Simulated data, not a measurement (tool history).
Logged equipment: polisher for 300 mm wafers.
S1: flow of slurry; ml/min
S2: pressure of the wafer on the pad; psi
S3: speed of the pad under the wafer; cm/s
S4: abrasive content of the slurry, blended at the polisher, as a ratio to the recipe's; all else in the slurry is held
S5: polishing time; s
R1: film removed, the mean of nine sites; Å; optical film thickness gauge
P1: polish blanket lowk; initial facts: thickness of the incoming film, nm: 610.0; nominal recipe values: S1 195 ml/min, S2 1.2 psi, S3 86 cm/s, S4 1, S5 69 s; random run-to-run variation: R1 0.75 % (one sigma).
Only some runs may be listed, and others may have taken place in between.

run,hour,S1,S2,S3,S4,S5,R1
1,6.5,195,1.2,86,1,69,150.93
2,11.1,195,1.8,86,1,69,226.08
3,16.4,305,1.2,86,1,69,159.18
# hour 22.2: slurry blender recalibrated
4,24.9,195,1.2,86,1,36,78.495
5,31.6,195,1.2,86,1,69,151.75
6,37.4,195,1.2,86,1,98,211.17
7,46.4,195,1.2,86,1,69,151.07
8,55.6,195,0.6,86,1,69,75.1
9,63.7,195,1.2,56,1,69,107.39
10,68.1,130,1.2,86,1,34,69.193
11,74.2,115,1.2,86,0.7,69,115.59
12,80.7,195,0.9,86,1,52,85.748
13,89.2,115,1.2,86,1,69,137.08
14,93.4,195,1.2,86,1,69,149.36
15,101.9,195,1.2,122,1,69,197.09
16,109.3,195,1.2,86,1,69,150.95
# hour 114.7: head pressure recalibrated
17,118.2,195,1.2,86,0.6,69,114.51
18,123.4,195,1.2,86,1.45,69,177.87
19,129,195,1.2,86,1,69,148.98

Forecast run 20:
20,136.3,195,1.2,86,1,69,?

{"run 20": {"R1": 150.2}}

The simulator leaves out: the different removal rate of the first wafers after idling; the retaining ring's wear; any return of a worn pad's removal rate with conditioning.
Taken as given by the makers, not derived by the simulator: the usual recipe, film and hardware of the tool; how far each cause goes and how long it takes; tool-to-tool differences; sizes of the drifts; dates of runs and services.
